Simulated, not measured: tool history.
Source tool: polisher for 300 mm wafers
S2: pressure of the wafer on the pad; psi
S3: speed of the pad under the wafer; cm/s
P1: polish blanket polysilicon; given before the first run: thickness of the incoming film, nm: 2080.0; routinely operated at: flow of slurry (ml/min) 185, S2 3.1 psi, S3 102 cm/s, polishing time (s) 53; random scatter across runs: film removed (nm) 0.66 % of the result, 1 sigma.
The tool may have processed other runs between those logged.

run 1 hour=3.9 | flow_of_slurry_(ml/min)=185 S2=3.1 S3=102 polishing_time_(s)=53 | film_removed_(nm)=563.45
run 2 hour=6.5 | flow_of_slurry_(ml/min)=185 S2=4.7 S3=102 polishing_time_(s)=53 | film_removed_(nm)=864.38
run 3 hour=8.9 | flow_of_slurry_(ml/min)=185 S2=3.1 S3=160 polishing_time_(s)=53 | film_removed_(nm)=896.90
run 4 hour=13.0 | flow_of_slurry_(ml/min)=185 S2=1.9 S3=102 polishing_time_(s)=53 | film_removed_(nm)=351.70
run 5 hour=17.5 | flow_of_slurry_(ml/min)=185 S2=3.1 S3=102 polishing_time_(s)=82 | film_removed_(nm)=878.93
run 6 hour=21.7 | flow_of_slurry_(ml/min)=185 S2=3.1 S3=102 polishing_time_(s)=34 | film_removed_(nm)=360.19
run 7 hour=24.2 | flow_of_slurry_(ml/min)=185 S2=3.1 S3=102 polishing_time_(s)=53 | film_removed_(nm)=572.94
run 8 hour=28.1 | flow_of_slurry_(ml/min)=260 S2=3.1 S3=102 polishing_time_(s)=53 | film_removed_(nm)=590.69
run 9 hour=33.1 | flow_of_slurry_(ml/min)=185 S2=3.1 S3=102 polishing_time_(s)=53 | film_removed_(nm)=567.31
run 10 hour=37.7 | flow_of_slurry_(ml/min)=110 S2=3.1 S3=74 polishing_time_(s)=53 | film_removed_(nm)=376.67
run 11 hour=40.0 | flow_of_slurry_(ml/min)=110 S2=3.1 S3=102 polishing_time_(s)=53 | film_removed_(nm)=519.16
run 12 hour=42.9 | flow_of_slurry_(ml/min)=185 S2=3.1 S3=102 polishing_time_(s)=53 | film_removed_(nm)=571.01
run 13 hour=46.2 | flow_of_slurry_(ml/min)=185 S2=3.1 S3=102 polishing_time_(s)=53 | film_removed_(nm)=565.50
run 14 hour=49.0 | flow_of_slurry_(ml/min)=185 S2=3.1 S3=46 polishing_time_(s)=53 | film_removed_(nm)=254.37
run 15 hour=52.8 | flow_of_slurry_(ml/min)=185 S2=3.1 S3=102 polishing_time_(s)=53 | film_removed_(nm)=571.49
run 16 hour=58.2 | flow_of_slurry_(ml/min)=185 S2=3.1 S3=102 polishing_time_(s)=53 | film_removed_(nm)=570.75

Predict the results of run 17:
run 17 hour=62.2 | flow_of_slurry_(ml/min)=185 S2=3.1 S3=102 polishing_time_(s)=53 | film_removed_(nm)=?

{"run 17": {"film removed (nm)": 553.8}}
